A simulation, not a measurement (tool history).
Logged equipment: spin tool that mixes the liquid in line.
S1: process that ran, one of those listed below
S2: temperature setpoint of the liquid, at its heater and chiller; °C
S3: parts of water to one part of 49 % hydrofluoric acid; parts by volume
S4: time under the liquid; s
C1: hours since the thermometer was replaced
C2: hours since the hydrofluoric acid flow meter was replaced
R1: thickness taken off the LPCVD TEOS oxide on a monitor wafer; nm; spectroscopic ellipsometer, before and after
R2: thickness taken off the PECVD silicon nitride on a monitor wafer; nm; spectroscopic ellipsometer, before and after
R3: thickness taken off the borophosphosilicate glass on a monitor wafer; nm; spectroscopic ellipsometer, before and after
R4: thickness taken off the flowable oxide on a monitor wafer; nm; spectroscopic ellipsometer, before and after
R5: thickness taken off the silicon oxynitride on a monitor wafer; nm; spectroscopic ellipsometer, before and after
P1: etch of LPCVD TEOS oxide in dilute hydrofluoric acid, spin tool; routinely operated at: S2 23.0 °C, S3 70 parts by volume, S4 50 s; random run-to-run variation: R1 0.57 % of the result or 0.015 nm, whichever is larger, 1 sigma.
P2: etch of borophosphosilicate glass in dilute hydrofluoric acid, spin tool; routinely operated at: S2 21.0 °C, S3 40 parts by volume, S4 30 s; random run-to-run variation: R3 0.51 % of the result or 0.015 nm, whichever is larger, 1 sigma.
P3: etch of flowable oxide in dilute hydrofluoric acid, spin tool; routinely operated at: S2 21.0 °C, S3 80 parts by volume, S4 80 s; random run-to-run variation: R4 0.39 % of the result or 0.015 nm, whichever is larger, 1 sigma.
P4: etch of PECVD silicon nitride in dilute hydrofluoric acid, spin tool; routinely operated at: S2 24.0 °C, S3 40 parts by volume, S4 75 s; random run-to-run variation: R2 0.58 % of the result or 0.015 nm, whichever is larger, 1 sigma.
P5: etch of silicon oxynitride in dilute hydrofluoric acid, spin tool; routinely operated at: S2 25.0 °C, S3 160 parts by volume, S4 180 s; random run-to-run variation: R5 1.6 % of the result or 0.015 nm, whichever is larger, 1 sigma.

{"run": 1, "day": 0.375, "S1": "P1", "S2": 23.0, "S3": 70, "S4": 50, "C1": 1235.5, "C2": 1532.0, "R1": 33.853}
{"run": 2, "day": 0.712, "S1": "P4", "S2": 24.0, "S3": 70, "S4": 75, "C1": 1243.6, "C2": 1540.1, "R2": 2.5268}
{"run": 3, "day": 1.067, "S1": "P2", "S2": 21.0, "S3": 40, "S4": 60, "C1": 1252.1, "C2": 1548.6, "R3": 115.33}
{"run": 4, "day": 1.367, "S1": "P1", "S2": 30.0, "S3": 70, "S4": 50, "C1": 1259.3, "C2": 1555.8, "R1": 44.712}
{"run": 5, "day": 1.604, "S1": "P3", "S2": 26.5, "S3": 80, "S4": 80, "C1": 1265.0, "C2": 1561.5, "R4": 51.376}
{"run": 6, "day": 1.879, "S1": "P1", "S2": 23.0, "S3": 70, "S4": 50, "C1": 1271.6, "C2": 1568.1, "R1": 34.083}
{"run": 7, "day": 2.167, "S1": "P1", "S2": 17.0, "S3": 70, "S4": 50, "C1": 1278.5, "C2": 1575.0, "R1": 26.246}
{"run": 8, "day": 2.567, "S1": "P1", "S2": 23.0, "S3": 70, "S4": 50, "C1": 1288.1, "C2": 1584.6, "R1": 33.642}
{"run": 9, "day": 2.971, "S1": "P4", "S2": 31.0, "S3": 40, "S4": 75, "C1": 1297.8, "C2": 1594.3, "R2": 6.9328}
{"run": 10, "day": 3.238, "S1": "P1", "S2": 23.0, "S3": 110, "S4": 85, "C1": 1304.2, "C2": 1600.7, "R1": 35.111}
{"run": 11, "day": 3.488, "S1": "P4", "S2": 24.0, "S3": 40, "S4": 35, "C1": 1310.2, "C2": 1606.7, "R2": 1.9953}
{"run": 12, "day": 3.792, "S1": "P2", "S2": 21.0, "S3": 40, "S4": 30, "C1": 1317.5, "C2": 1614.0, "R3": 57.493}
{"run": 13, "day": 4.2, "S1": "P1", "S2": 23.0, "S3": 70, "S4": 50, "C1": 1327.3, "C2": 1623.8, "R1": 33.615}
{"run": 14, "day": 4.475, "S1": "P1", "S2": 17.0, "S3": 110, "S4": 50, "C1": 1333.9, "C2": 1630.4, "R1": 16.108}
{"run": 15, "day": 4.658, "S1": "P3", "S2": 21.0, "S3": 80, "S4": 135, "C1": 1338.3, "C2": 1634.8, "R4": 69.367}
{"day": 4.854, "done": "hydrofluoric acid flow meter replaced"}
{"run": 16, "day": 5.083, "S1": "P2", "S2": 21.0, "S3": 20, "S4": 30, "C1": 1348.5, "C2": 5.5, "R3": 117.9}
{"run": 17, "day": 5.483, "S1": "P1", "S2": 31.0, "S3": 95, "S4": 50, "C1": 1358.1, "C2": 15.1, "R1": 33.073}
{"run": 18, "day": 5.792, "S1": "P5", "S2": 25.0, "S3": 160, "S4": 20, "C1": 1365.5, "C2": 22.5, "R5": 0.1907}
{"run": 19, "day": 6.054, "S1": "P5", "S2": 25.0, "S3": 160, "S4": 180, "C1": 1371.8, "C2": 28.8, "R5": 1.6417}
{"run": 20, "day": 6.367, "S1": "P3", "S2": 21.0, "S3": 130, "S4": 80, "C1": 1379.3, "C2": 36.3, "R4": 23.976}
{"run": 21, "day": 6.617, "S1": "P5", "S2": 25.0, "S3": 235, "S4": 180, "C1": 1385.3, "C2": 42.3, "R5": 1.0893}
{"run": 22, "day": 7.004, "S1": "P1", "S2": 23.0, "S3": 120, "S4": 50, "C1": 1394.6, "C2": 51.6, "R1": 18.657}
{"run": 23, "day": 7.312, "S1": "P1", "S2": 23.0, "S3": 70, "S4": 50, "C1": 1402.0, "C2": 59.0, "R1": 33.942}
{"run": 24, "day": 7.625, "S1": "P1", "S2": 23.0, "S3": 20, "S4": 50, "C1": 1409.5, "C2": 66.5, "R1": 126.75}
{"run": 25, "day": 7.888, "S1": "P2", "S2": 17.0, "S3": 40, "S4": 30, "C1": 1415.8, "C2": 72.8, "R3": 48.533}
{"run": 26, "day": 8.254, "S1": "P5", "S2": 19.5, "S3": 160, "S4": 180, "C1": 1424.6, "C2": 81.6, "R5": 1.2303}
{"run": 27, "day": 8.496, "S1": "P3", "S2": 21.0, "S3": 80, "S4": 80, "C1": 1430.4, "C2": 87.4, "R4": 41.391}
{"run": 28, "day": 8.804, "S1": "P1", "S2": 23.0, "S3": 70, "S4": 100, "C1": 1437.8, "C2": 94.8, "R1": 67.646}
{"run": 29, "day": 9.033, "S1": "P1", "S2": 23.0, "S3": 70, "S4": 50, "C1": 1443.3, "C2": 100.3, "R1": 33.572}
{"run": 30, "day": 9.271, "S1": "P1", "S2": 23.0, "S3": 70, "S4": 15, "C1": 1449.0, "C2": 106.0, "R1": 10.165}
{"run": 31, "day": 9.521, "S1": "P3", "S2": 21.0, "S3": 80, "S4": 80, "C1": 1455.0, "C2": 112.0, "R4": 40.839}
{"run": 32, "day": 9.8, "S1": "P4", "S2": 24.0, "S3": 40, "S4": 75, "C1": 1461.7, "C2": 118.7, "R2": 4.3311}
{"run": 33, "day": 10.1, "S1": "P5", "S2": 25.0, "S3": 160, "S4": 180, "C1": 1468.9, "C2": 125.9, "R5": 1.6245}
{"run": 34, "day": 10.458, "S1": "P1", "S2": 23.0, "S3": 70, "S4": 50, "C1": 1477.5, "C2": 134.5, "R1": 33.751}
{"run": 35, "day": 10.721, "S1": "P1", "S2": 23.0, "S3": 70, "S4": 50, "C1": 1483.8, "C2": 140.8, "R1": 32.865}
{"run": 36, "day": 11.054, "S1": "P1", "S2": 23.0, "S3": 70, "S4": 50, "C1": 1491.8, "C2": 148.8, "R1": 31.884}
{"run": 37, "day": 11.338, "S1": "P1", "S2": 23.0, "S3": 70, "S4": 50, "C1": 1498.6, "C2": 155.6, "R1": 31.782}
{"run": 38, "day": 11.738, "S1": "P1", "S2": 23.0, "S3": 70, "S4": 50, "C1": 1508.2, "C2": 165.2, "R1": 31.011}
{"run": 39, "day": 11.954, "S1": "P1", "S2": 23.0, "S3": 70, "S4": 50, "C1": 1513.4, "C2": 170.4, "R1": 31.487}
{"run": 40, "day": 12.312, "S1": "P1", "S2": 23.0, "S3": 70, "S4": 50, "C1": 1522.0, "C2": 179.0, "R1": 31.283}
{"run": 41, "day": 12.712, "S1": "P1", "S2": 23.0, "S3": 70, "S4": 50, "C1": 1531.6, "C2": 188.6, "R1": 31.196}

Compared with where it was, what P1 gives has crept away. Each cause listed below fits the log as well as the rest, at the size given for it:
A: hydrofluoric acid flow below the setpoint (%) = 7.61
B: liquid colder than its thermometer reads (K) = 2.1
The gradual shift began around day 10.458.

Question marks stand in for the results of the 4 check runs listed below, each run on one wafer. Under which run would the listed causes show clearly different results?
{"run": "check 1", "day": 13.112, "S1": "P5", "S2": 25.0, "S3": 160, "S4": 180, "R5": "?"}
{"run": "check 2", "day": 13.112, "S1": "P4", "S2": 24.0, "S3": 40, "S4": 75, "R2": "?"}
{"run": "check 3", "day": 13.112, "S1": "P3", "S2": 21.0, "S3": 80, "S4": 80, "R4": "?"}
{"run": "check 4", "day": 13.112, "S1": "P2", "S2": 21.0, "S3": 40, "S4": 30, "R3": "?"}

Predicted outcomes, by check and by cause:
check=check_1 result=R5 if_A=1.4931 if_B=1.4840
check=check_2 result=R2 if_A=4.0140 if_B=3.7564
check=check_3 result=R4 if_A=37.688 if_B=37.668
check=check_4 result=R3 if_A=52.951 if_B=52.595
Per-check spread between the two closest causes, in the result where they differ most: check 1 0.61 %; check 2 6.63 %; check 3 0.05 %; check 4 0.67 %
Of the check runs offered, only check 2 discriminates between the causes; the rest would read about the same regardless of which cause applies.

Running check 2 produced the following: R2 3.9591 nm. Which one of the listed causes fits?

Of the candidate causes, it is A: hydrofluoric acid flow below the setpoint (%).
